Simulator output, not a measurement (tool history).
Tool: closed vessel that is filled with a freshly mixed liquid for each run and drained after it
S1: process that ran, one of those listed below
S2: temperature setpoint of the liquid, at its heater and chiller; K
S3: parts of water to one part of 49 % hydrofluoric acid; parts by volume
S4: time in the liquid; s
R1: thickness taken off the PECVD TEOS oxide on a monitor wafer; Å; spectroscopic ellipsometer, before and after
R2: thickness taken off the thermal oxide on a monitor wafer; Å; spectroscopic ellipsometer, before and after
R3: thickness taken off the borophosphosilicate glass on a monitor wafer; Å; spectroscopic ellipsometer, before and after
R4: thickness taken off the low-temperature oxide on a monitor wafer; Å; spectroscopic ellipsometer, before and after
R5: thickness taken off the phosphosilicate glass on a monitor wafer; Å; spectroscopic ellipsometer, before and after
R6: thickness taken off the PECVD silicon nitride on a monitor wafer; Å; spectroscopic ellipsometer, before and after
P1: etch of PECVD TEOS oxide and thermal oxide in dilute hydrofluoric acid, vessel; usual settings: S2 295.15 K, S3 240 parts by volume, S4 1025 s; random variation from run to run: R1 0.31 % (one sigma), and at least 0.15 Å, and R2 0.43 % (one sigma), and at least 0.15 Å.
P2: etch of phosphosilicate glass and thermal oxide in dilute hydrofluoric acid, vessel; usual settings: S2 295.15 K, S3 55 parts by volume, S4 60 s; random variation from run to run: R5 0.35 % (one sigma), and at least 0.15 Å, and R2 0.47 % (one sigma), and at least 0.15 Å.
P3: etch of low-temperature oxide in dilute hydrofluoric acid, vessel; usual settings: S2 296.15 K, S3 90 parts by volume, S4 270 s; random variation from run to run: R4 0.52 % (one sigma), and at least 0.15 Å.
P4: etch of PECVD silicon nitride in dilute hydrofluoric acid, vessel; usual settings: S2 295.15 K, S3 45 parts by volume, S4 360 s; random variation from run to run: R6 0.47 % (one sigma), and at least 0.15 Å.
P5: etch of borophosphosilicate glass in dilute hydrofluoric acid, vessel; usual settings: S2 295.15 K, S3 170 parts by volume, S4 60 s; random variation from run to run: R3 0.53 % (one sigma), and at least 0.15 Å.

run 1 hour=9.1 | S1=P1 S2=295.15 S3=240 S4=1025 | R1=330.99 R2=160.64
run 2 hour=17.9 | S1=P5 S2=295.15 S3=35 S4=60 | R3=1041.7
run 3 hour=27.7 | S1=P1 S2=295.15 S3=415 S4=240 | R1=38.069 R2=18.696
run 4 hour=38.8 | S1=P1 S2=295.15 S3=240 S4=1025 | R1=329.51 R2=160.96
run 5 hour=44.5 | S1=P1 S2=295.15 S3=130 S4=1025 | R1=683.41 R2=334
run 6 hour=56.3 | S1=P5 S2=295.15 S3=170 S4=30 | R3=91.458
run 7 hour=62 | S1=P3 S2=296.15 S3=90 S4=530 | R4=611.28
run 8 hour=67.4 | S1=P1 S2=290.15 S3=240 S4=1025 | R1=272.26 R2=132.71
run 9 hour=78 | S1=P1 S2=295.15 S3=240 S4=170 | R1=54.608 R2=26.557
run 10 hour=87.2 | S1=P3 S2=296.15 S3=150 S4=270 | R4=174.59
run 11 hour=99.2 | S1=P3 S2=299.65 S3=90 S4=270 | R4=355.5
run 12 hour=110.1 | S1=P5 S2=303.15 S3=170 S4=60 | R3=245
run 13 hour=116.7 | S1=P5 S2=295.15 S3=170 S4=60 | R3=182.66
run 14 hour=127.8 | S1=P3 S2=296.15 S3=90 S4=270 | R4=311.27
run 15 hour=133.5 | S1=P2 S2=295.15 S3=55 S4=60 | R2=54.273 R5=967.28
run 16 hour=139.4 | S1=P1 S2=295.15 S3=240 S4=1025 | R1=332.66 R2=159.94
run 17 hour=150.1 | S1=P4 S2=295.15 S3=45 S4=675 | R6=609.99
run 18 hour=160.6 | S1=P2 S2=295.15 S3=55 S4=30 | R2=27.09 R5=481.62
run 19 hour=172.4 | S1=P4 S2=295.15 S3=60 S4=360 | R6=247.15
run 20 hour=179.1 | S1=P4 S2=295.15 S3=45 S4=360 | R6=326.92
run 21 hour=190.6 | S1=P2 S2=295.15 S3=100 S4=60 | R2=28.045 R5=496.91
run 22 hour=199.3 | S1=P1 S2=300.15 S3=240 S4=1025 | R1=394.56 R2=192.6
run 23 hour=204.6 | S1=P1 S2=295.15 S3=240 S4=1025 | R1=331.34 R2=161
run 24 hour=210.5 | S1=P1 S2=295.15 S3=240 S4=1850 | R1=597.66 R2=287.73
run 25 hour=221.4 | S1=P2 S2=302.65 S3=55 S4=60 | R2=73.323 R5=1299.6
run 26 hour=229.5 | S1=P1 S2=295.15 S3=340 S4=1025 | R1=212.88 R2=102.82
run 27 hour=236.8 | S1=P1 S2=295.15 S3=405 S4=1755 | R1=288.21 R2=139.94

Forecast run 28:
run 28 hour=242 | S1=P4 S2=290.15 S3=45 S4=360 | R6=?

R6: 230.23 Å
